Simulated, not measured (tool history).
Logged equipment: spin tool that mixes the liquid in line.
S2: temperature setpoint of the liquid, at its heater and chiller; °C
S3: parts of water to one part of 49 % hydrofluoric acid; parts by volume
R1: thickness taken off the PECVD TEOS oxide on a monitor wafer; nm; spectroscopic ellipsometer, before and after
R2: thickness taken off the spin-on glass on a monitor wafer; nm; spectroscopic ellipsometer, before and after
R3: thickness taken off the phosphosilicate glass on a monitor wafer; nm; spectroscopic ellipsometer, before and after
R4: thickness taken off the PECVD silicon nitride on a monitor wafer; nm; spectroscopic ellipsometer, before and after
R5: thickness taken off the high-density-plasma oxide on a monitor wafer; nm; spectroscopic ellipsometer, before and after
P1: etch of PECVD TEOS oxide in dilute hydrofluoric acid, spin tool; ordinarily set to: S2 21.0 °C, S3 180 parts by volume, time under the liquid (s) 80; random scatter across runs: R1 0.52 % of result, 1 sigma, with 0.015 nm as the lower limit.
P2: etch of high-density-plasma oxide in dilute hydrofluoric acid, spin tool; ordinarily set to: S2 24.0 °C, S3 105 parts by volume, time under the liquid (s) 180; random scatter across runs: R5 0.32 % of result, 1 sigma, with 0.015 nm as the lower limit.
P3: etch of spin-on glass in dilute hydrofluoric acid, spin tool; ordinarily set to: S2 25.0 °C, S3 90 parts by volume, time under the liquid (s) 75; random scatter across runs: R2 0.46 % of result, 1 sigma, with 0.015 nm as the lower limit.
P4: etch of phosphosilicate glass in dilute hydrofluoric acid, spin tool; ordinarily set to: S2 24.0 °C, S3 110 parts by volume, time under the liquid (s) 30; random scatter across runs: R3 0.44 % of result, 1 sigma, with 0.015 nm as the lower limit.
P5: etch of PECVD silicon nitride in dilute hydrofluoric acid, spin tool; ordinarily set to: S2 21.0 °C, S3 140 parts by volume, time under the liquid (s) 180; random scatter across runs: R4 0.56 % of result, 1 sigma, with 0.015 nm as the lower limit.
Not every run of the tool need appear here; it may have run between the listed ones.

{"run": 1, "day": 0.55, "process that ran": "P1", "S2": 21.0, "S3": 180, "time under the liquid (s)": 80, "R1": 4.1569}
{"run": 2, "day": 0.875, "process that ran": "P3", "S2": 25.0, "S3": 90, "time under the liquid (s)": 75, "R2": 48.672}
{"run": 3, "day": 1.2, "process that ran": "P1", "S2": 21.0, "S3": 180, "time under the liquid (s)": 80, "R1": 4.1578}
{"run": 4, "day": 1.783, "process that ran": "P1", "S2": 21.0, "S3": 180, "time under the liquid (s)": 145, "R1": 7.5936}
{"run": 5, "day": 2.338, "process that ran": "P4", "S2": 24.0, "S3": 110, "time under the liquid (s)": 15, "R3": 19.798}
{"day": 2.467, "done": "thermometer replaced"}
{"run": 6, "day": 2.833, "process that ran": "P1", "S2": 17.0, "S3": 180, "time under the liquid (s)": 80, "R1": 3.5725}
{"run": 7, "day": 3.433, "process that ran": "P5", "S2": 21.0, "S3": 140, "time under the liquid (s)": 25, "R4": 0.58411}
{"run": 8, "day": 4.058, "process that ran": "P3", "S2": 25.0, "S3": 40, "time under the liquid (s)": 75, "R2": 117.63}
{"run": 9, "day": 4.592, "process that ran": "P1", "S2": 21.0, "S3": 180, "time under the liquid (s)": 80, "R1": 4.1744}
{"run": 10, "day": 5.075, "process that ran": "P1", "S2": 26.5, "S3": 110, "time under the liquid (s)": 80, "R1": 9.2318}
{"run": 11, "day": 5.583, "process that ran": "P5", "S2": 21.0, "S3": 140, "time under the liquid (s)": 180, "R4": 4.0641}
{"run": 12, "day": 5.942, "process that ran": "P2", "S2": 24.0, "S3": 50, "time under the liquid (s)": 180, "R5": 19.528}
{"run": 13, "day": 6.433, "process that ran": "P2", "S2": 24.0, "S3": 105, "time under the liquid (s)": 345, "R5": 16.529}
{"run": 14, "day": 6.992, "process that ran": "P5", "S2": 28.0, "S3": 140, "time under the liquid (s)": 180, "R4": 6.3877}
{"run": 15, "day": 7.596, "process that ran": "P1", "S2": 21.0, "S3": 305, "time under the liquid (s)": 80, "R1": 2.1668}
{"run": 16, "day": 8.033, "process that ran": "P1", "S2": 21.0, "S3": 180, "time under the liquid (s)": 80, "R1": 4.1512}
{"run": 17, "day": 8.325, "process that ran": "P2", "S2": 24.0, "S3": 105, "time under the liquid (s)": 180, "R5": 8.6336}
{"run": 18, "day": 8.712, "process that ran": "P3", "S2": 25.0, "S3": 90, "time under the liquid (s)": 30, "R2": 19.417}
{"run": 19, "day": 9.079, "process that ran": "P3", "S2": 25.0, "S3": 90, "time under the liquid (s)": 75, "R2": 48.901}
{"run": 20, "day": 9.596, "process that ran": "P5", "S2": 21.0, "S3": 205, "time under the liquid (s)": 180, "R4": 2.8505}
{"run": 21, "day": 9.925, "process that ran": "P4", "S2": 24.0, "S3": 40, "time under the liquid (s)": 30, "R3": 119.88}
{"run": 22, "day": 10.408, "process that ran": "P1", "S2": 25.5, "S3": 180, "time under the liquid (s)": 80, "R1": 4.9261}
{"run": 23, "day": 10.842, "process that ran": "P2", "S2": 32.0, "S3": 105, "time under the liquid (s)": 180, "R5": 11.648}
{"run": 24, "day": 11.2, "process that ran": "P1", "S2": 21.0, "S3": 180, "time under the liquid (s)": 80, "R1": 4.2103}
{"run": 25, "day": 11.779, "process that ran": "P4", "S2": 17.0, "S3": 110, "time under the liquid (s)": 30, "R3": 29.855}
{"run": 26, "day": 12.171, "process that ran": "P3", "S2": 18.5, "S3": 90, "time under the liquid (s)": 75, "R2": 37.308}
{"run": 27, "day": 12.6, "process that ran": "P1", "S2": 21.0, "S3": 45, "time under the liquid (s)": 80, "R1": 19.512}
{"run": 28, "day": 13.0, "process that ran": "P4", "S2": 24.0, "S3": 110, "time under the liquid (s)": 30, "R3": 39.833}
{"run": 29, "day": 13.442, "process that ran": "P4", "S2": 24.0, "S3": 110, "time under the liquid (s)": 30, "R3": 39.605}
{"run": 30, "day": 13.804, "process that ran": "P1", "S2": 21.0, "S3": 180, "time under the liquid (s)": 30, "R1": 1.5429}
{"run": 31, "day": 14.117, "process that ran": "P1", "S2": 21.0, "S3": 180, "time under the liquid (s)": 80, "R1": 4.173}
{"run": 32, "day": 14.521, "process that ran": "P1", "S2": 21.0, "S3": 180, "time under the liquid (s)": 80, "R1": 4.1808}
{"run": 33, "day": 14.929, "process that ran": "P1", "S2": 21.0, "S3": 180, "time under the liquid (s)": 80, "R1": 4.0547}
{"run": 34, "day": 15.554, "process that ran": "P1", "S2": 21.0, "S3": 180, "time under the liquid (s)": 80, "R1": 3.9099}
{"run": 35, "day": 16.025, "process that ran": "P1", "S2": 21.0, "S3": 180, "time under the liquid (s)": 80, "R1": 3.8902}
{"run": 36, "day": 16.488, "process that ran": "P1", "S2": 21.0, "S3": 180, "time under the liquid (s)": 80, "R1": 3.8006}
{"run": 37, "day": 16.862, "process that ran": "P1", "S2": 21.0, "S3": 180, "time under the liquid (s)": 80, "R1": 3.8814}
{"run": 38, "day": 17.238, "process that ran": "P1", "S2": 21.0, "S3": 180, "time under the liquid (s)": 80, "R1": 3.8612}
{"run": 39, "day": 17.883, "process that ran": "P1", "S2": 21.0, "S3": 180, "time under the liquid (s)": 80, "R1": 3.8731}
{"run": 40, "day": 18.225, "process that ran": "P1", "S2": 21.0, "S3": 180, "time under the liquid (s)": 80, "R1": 3.8391}

Compared with where it was, what P1 gives has crept away. Each cause listed below fits the log as well as the rest, at the size given for it:
A: liquid colder than its thermometer reads (K) = 2.12
B: hydrofluoric acid flow below the setpoint (%) = 6.71
The drift started at roughly day 14.521.

Question marks stand in for the results of the 4 check runs listed below, each run on one wafer. Under which run would the listed causes show clearly different results?
{"run": "check 1", "day": 18.567, "process that ran": "P4", "S2": 24.0, "S3": 110, "time under the liquid (s)": 30, "R3": "?"}
{"run": "check 2", "day": 18.567, "process that ran": "P3", "S2": 25.0, "S3": 90, "time under the liquid (s)": 75, "R2": "?"}
{"run": "check 3", "day": 18.567, "process that ran": "P5", "S2": 21.0, "S3": 140, "time under the liquid (s)": 180, "R4": "?"}
{"run": "check 4", "day": 18.567, "process that ran": "P2", "S2": 24.0, "S3": 105, "time under the liquid (s)": 180, "R5": "?"}

Outcome of each check run for each possible cause:
check=check_1 result=R3 if_A=36.471 if_B=36.663
check=check_2 result=R2 if_A=44.819 if_B=45.135
check=check_3 result=R4 if_A=3.55660 if_B=3.83090
check=check_4 result=R5 if_A=7.9365 if_B=7.9836
Smallest distance between any two causes, each pair judged by its most separating result, in per cent: check 1 0.53 %; check 2 0.7 %; check 3 7.43 %; check 4 0.59 %
Check 3 tells the causes apart: in the others they would give nearly the same result.

Here is what check 3 returned: R4 3.88600 nm. Which cause is it?

B is the cause: hydrofluoric acid flow below the setpoint (%).
